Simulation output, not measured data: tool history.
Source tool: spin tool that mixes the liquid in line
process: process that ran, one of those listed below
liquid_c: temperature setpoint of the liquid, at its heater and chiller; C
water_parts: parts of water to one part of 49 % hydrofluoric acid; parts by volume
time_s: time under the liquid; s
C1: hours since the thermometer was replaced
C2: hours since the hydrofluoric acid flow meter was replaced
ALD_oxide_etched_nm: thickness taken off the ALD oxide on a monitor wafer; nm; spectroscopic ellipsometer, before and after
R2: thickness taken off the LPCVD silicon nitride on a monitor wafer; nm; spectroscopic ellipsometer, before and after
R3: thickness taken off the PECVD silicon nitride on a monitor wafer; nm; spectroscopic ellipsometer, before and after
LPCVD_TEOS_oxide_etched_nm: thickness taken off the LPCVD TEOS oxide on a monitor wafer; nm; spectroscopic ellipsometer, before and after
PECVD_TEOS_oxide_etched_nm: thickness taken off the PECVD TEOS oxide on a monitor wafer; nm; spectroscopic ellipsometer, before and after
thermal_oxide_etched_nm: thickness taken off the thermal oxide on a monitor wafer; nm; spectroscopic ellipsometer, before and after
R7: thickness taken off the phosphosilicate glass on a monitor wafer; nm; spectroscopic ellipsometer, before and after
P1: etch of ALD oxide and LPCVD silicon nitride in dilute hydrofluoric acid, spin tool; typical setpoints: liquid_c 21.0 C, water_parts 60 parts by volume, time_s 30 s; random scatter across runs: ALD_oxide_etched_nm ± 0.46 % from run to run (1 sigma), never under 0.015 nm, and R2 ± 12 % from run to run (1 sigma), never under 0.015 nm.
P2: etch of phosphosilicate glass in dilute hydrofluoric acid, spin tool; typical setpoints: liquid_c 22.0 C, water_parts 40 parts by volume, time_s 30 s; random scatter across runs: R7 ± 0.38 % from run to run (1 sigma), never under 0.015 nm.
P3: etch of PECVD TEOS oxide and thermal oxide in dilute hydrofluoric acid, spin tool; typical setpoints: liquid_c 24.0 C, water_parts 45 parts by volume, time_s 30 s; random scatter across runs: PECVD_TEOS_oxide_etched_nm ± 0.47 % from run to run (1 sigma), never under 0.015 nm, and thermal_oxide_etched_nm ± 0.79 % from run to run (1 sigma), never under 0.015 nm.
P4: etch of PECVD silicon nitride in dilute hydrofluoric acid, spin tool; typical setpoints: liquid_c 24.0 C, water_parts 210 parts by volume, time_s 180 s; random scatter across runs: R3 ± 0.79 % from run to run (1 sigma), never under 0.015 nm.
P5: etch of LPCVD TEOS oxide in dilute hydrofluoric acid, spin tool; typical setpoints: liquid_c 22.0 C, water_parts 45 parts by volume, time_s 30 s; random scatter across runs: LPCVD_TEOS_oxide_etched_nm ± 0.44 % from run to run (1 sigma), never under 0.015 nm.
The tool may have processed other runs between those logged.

Run 1, hour 4.1: process P1, liquid_c 21.0 C, water_parts 60 parts by volume, time_s 30 s; C1 894.3; C2 283.6. Result: ALD_oxide_etched_nm 9.5292 nm, R2 0.196100 nm.
Run 2, hour 9.0: process P1, liquid_c 21.0 C, water_parts 60 parts by volume, time_s 30 s; C1 899.2; C2 288.5. Result: ALD_oxide_etched_nm 9.4149 nm, R2 0.187950 nm.
Run 3, hour 11.9: process P1, liquid_c 21.0 C, water_parts 60 parts by volume, time_s 30 s; C1 902.1; C2 291.4. Result: ALD_oxide_etched_nm 9.4218 nm, R2 0.224220 nm.
Run 4, hour 16.5: process P4, liquid_c 28.5 C, water_parts 210 parts by volume, time_s 180 s; C1 906.7; C2 296.0. Result: R3 4.7893 nm.
Run 5, hour 21.7: process P5, liquid_c 17.0 C, water_parts 45 parts by volume, time_s 30 s; C1 911.9; C2 301.2. Result: LPCVD_TEOS_oxide_etched_nm 19.327 nm.
Run 6, hour 24.8: process P5, liquid_c 22.0 C, water_parts 65 parts by volume, time_s 30 s; C1 915.0; C2 304.3. Result: LPCVD_TEOS_oxide_etched_nm 16.222 nm.
Run 7, hour 30.3: process P1, liquid_c 17.0 C, water_parts 60 parts by volume, time_s 30 s; C1 920.5; C2 309.8. Result: ALD_oxide_etched_nm 7.9731 nm, R2 0.139130 nm.
Run 8, hour 33.0: process P4, liquid_c 24.0 C, water_parts 210 parts by volume, time_s 355 s; C1 923.2; C2 312.5. Result: R3 6.9991 nm.
Run 9, hour 38.1: process P3, liquid_c 17.5 C, water_parts 45 parts by volume, time_s 30 s; C1 928.3; C2 317.6. Result: PECVD_TEOS_oxide_etched_nm 9.0981 nm, thermal_oxide_etched_nm 2.6810 nm.
Run 10, hour 42.1: process P1, liquid_c 21.0 C, water_parts 60 parts by volume, time_s 30 s; C1 932.3; C2 321.6. Result: ALD_oxide_etched_nm 9.4201 nm, R2 0.231500 nm.
Run 11, hour 45.5: process P4, liquid_c 24.0 C, water_parts 105 parts by volume, time_s 180 s; C1 935.7; C2 325.0. Result: R3 7.0685 nm.
Run 12, hour 48.9: process P5, liquid_c 22.0 C, water_parts 45 parts by volume, time_s 30 s; C1 939.1; C2 328.4. Result: LPCVD_TEOS_oxide_etched_nm 23.848 nm.
Run 13, hour 54.9: process P3, liquid_c 24.0 C, water_parts 20 parts by volume, time_s 30 s; C1 945.1; C2 334.4. Result: PECVD_TEOS_oxide_etched_nm 28.0610 nm, thermal_oxide_etched_nm 8.0409 nm.
Run 14, hour 58.3: process P1, liquid_c 21.0 C, water_parts 60 parts by volume, time_s 15 s; C1 948.5; C2 337.8. Result: ALD_oxide_etched_nm 4.6888 nm, R2 0.080588 nm.
Run 15, hour 63.6: process P1, liquid_c 28.0 C, water_parts 60 parts by volume, time_s 30 s; C1 953.8; C2 343.1. Result: ALD_oxide_etched_nm 12.5850 nm, R2 0.398930 nm.
Run 16, hour 67.8: process P1, liquid_c 21.0 C, water_parts 60 parts by volume, time_s 30 s; C1 958.0; C2 347.3. Result: ALD_oxide_etched_nm 9.4691 nm, R2 0.210310 nm.
Run 17, hour 73.1: process P1, liquid_c 21.0 C, water_parts 60 parts by volume, time_s 50 s; C1 963.3; C2 352.6. Result: ALD_oxide_etched_nm 15.6370 nm, R2 0.327960 nm.
Run 18, hour 77.9: process P2, liquid_c 22.0 C, water_parts 20 parts by volume, time_s 30 s; C1 968.1; C2 357.4. Result: R7 127.030 nm.
Run 19, hour 81.6: process P5, liquid_c 22.0 C, water_parts 45 parts by volume, time_s 30 s; C1 971.8; C2 361.1. Result: LPCVD_TEOS_oxide_etched_nm 23.804 nm.
Run 20, hour 87.7: process P1, liquid_c 21.0 C, water_parts 100 parts by volume, time_s 30 s; C1 977.9; C2 367.2. Result: ALD_oxide_etched_nm 5.3809 nm, R2 0.121500 nm.
Run 21, hour 90.6: process P1, liquid_c 21.0 C, water_parts 20 parts by volume, time_s 30 s; C1 980.8; C2 370.1. Result: ALD_oxide_etched_nm 29.6150 nm, R2 0.609030 nm.
Run 22, hour 96.2: process P4, liquid_c 24.0 C, water_parts 210 parts by volume, time_s 180 s; C1 986.4; C2 375.7. Result: R3 3.5495 nm.
Run 23, hour 100.0: process P2, liquid_c 22.0 C, water_parts 40 parts by volume, time_s 60 s; C1 990.2; C2 379.5. Result: R7 123.200 nm.
Run 24, hour 103.2: process P5, liquid_c 22.0 C, water_parts 45 parts by volume, time_s 60 s; C1 993.4; C2 382.7. Result: LPCVD_TEOS_oxide_etched_nm 47.774 nm.
Run 25, hour 107.1: process P1, liquid_c 28.0 C, water_parts 40 parts by volume, time_s 30 s; C1 997.3; C2 386.6. Result: ALD_oxide_etched_nm 19.6420 nm, R2 0.529010 nm.
Run 26, hour 110.5: process P3, liquid_c 24.0 C, water_parts 45 parts by volume, time_s 30 s; C1 1000.7; C2 390.0. Result: PECVD_TEOS_oxide_etched_nm 12.1490 nm, thermal_oxide_etched_nm 3.4261 nm.
Run 27, hour 114.3: process P2, liquid_c 17.0 C, water_parts 40 parts by volume, time_s 30 s; C1 1004.5; C2 393.8. Result: R7 50.092 nm.
Run 28, hour 117.0: process P1, liquid_c 21.0 C, water_parts 60 parts by volume, time_s 30 s; C1 1007.2; C2 396.5. Result: ALD_oxide_etched_nm 9.4590 nm, R2 0.186640 nm.
Run 29, hour 121.5: process P1, liquid_c 25.5 C, water_parts 60 parts by volume, time_s 45 s; C1 1011.7; C2 401.0. Result: ALD_oxide_etched_nm 16.9260 nm, R2 0.454210 nm.
Run 30, hour 126.6: process P4, liquid_c 24.0 C, water_parts 210 parts by volume, time_s 180 s; C1 1016.8; C2 406.1. Result: R3 3.5883 nm.
Run 31, hour 131.6: process P3, liquid_c 24.0 C, water_parts 45 parts by volume, time_s 50 s; C1 1021.8; C2 411.1. Result: PECVD_TEOS_oxide_etched_nm 20.0820 nm, thermal_oxide_etched_nm 5.8761 nm.
Run 32, hour 137.9: process P1, liquid_c 21.0 C, water_parts 60 parts by volume, time_s 30 s; C1 1028.1; C2 417.4. Result: ALD_oxide_etched_nm 9.5206 nm, R2 0.204200 nm.
Run 33, hour 142.8: process P2, liquid_c 22.0 C, water_parts 40 parts by volume, time_s 30 s; C1 1033.0; C2 422.3. Result: R7 61.256 nm.
Run 34, hour 145.7: process P1, liquid_c 21.0 C, water_parts 60 parts by volume, time_s 30 s; C1 1035.9; C2 425.2. Result: ALD_oxide_etched_nm 9.4710 nm, R2 0.149220 nm.
Run 35, hour 150.6: process P1, liquid_c 21.0 C, water_parts 60 parts by volume, time_s 30 s; C1 1040.8; C2 430.1. Result: ALD_oxide_etched_nm 9.7789 nm, R2 0.164390 nm.
Run 36, hour 153.8: process P1, liquid_c 21.0 C, water_parts 60 parts by volume, time_s 30 s; C1 1044.0; C2 433.3. Result: ALD_oxide_etched_nm 9.9139 nm, R2 0.179840 nm.
Run 37, hour 157.8: process P1, liquid_c 21.0 C, water_parts 60 parts by volume, time_s 30 s; C1 1048.0; C2 437.3. Result: ALD_oxide_etched_nm 9.9253 nm, R2 0.235050 nm.
Run 38, hour 160.6: process P1, liquid_c 21.0 C, water_parts 60 parts by volume, time_s 30 s; C1 1050.8; C2 440.1. Result: ALD_oxide_etched_nm 10.0400 nm, R2 0.235870 nm.
Run 39, hour 166.4: process P1, liquid_c 21.0 C, water_parts 60 parts by volume, time_s 30 s; C1 1056.6; C2 445.9. Result: ALD_oxide_etched_nm 9.9475 nm, R2 0.226270 nm.
Run 40, hour 171.1: process P1, liquid_c 21.0 C, water_parts 60 parts by volume, time_s 30 s; C1 1061.3; C2 450.6. Result: ALD_oxide_etched_nm 10.0510 nm, R2 0.207850 nm.

Something has made what P1 gives creep away from where it was; the 2 causes below, each at its own stated size, fit the log equally well:
A: hydrofluoric acid flow above the setpoint (%) = 5.49
B: liquid hotter than its thermometer reads (K) = 1.38
Onset of the creep was near hour 145.7.

4 check runs are offered, each on 5 wafers whose results are averaged, their results left as question marks. Which one tells the causes apart?
Run check 1, hour 175.8: process P4, liquid_c 24.0 C, water_parts 210 parts by volume, time_s 180 s. Result: R3 ?.
Run check 2, hour 175.8: process P2, liquid_c 22.0 C, water_parts 40 parts by volume, time_s 30 s. Result: R7 ?.
Run check 3, hour 175.8: process P3, liquid_c 24.0 C, water_parts 45 parts by volume, time_s 30 s. Result: PECVD_TEOS_oxide_etched_nm ?, thermal_oxide_etched_nm ?.
Run check 4, hour 175.8: process P5, liquid_c 22.0 C, water_parts 45 parts by volume, time_s 30 s. Result: LPCVD_TEOS_oxide_etched_nm ?.

Predicted outcomes, by check and by cause:
  check                      result     if A     if B
check 1                          R3   3.7461   3.8736
check 2                          R7   65.146   65.262
check 3  PECVD_TEOS_oxide_etched_nm  12.7720  12.7740
check 3     thermal_oxide_etched_nm   3.6727   3.6734
check 4  LPCVD_TEOS_oxide_etched_nm   25.340   25.371
Gap, in per cent, between the two causes that each check separates least, read from the result that separates them most: check 1 3.35 %; check 2 0.18 %; check 3 0.02 %; check 4 0.12 %
Only in check 1 would the causes give clearly different results; in the remaining checks their results would be nearly the same.

Running check 1 produced the following: R3 3.7676 nm. Which one of the listed causes fits?

It is A: hydrofluoric acid flow above the setpoint (%).

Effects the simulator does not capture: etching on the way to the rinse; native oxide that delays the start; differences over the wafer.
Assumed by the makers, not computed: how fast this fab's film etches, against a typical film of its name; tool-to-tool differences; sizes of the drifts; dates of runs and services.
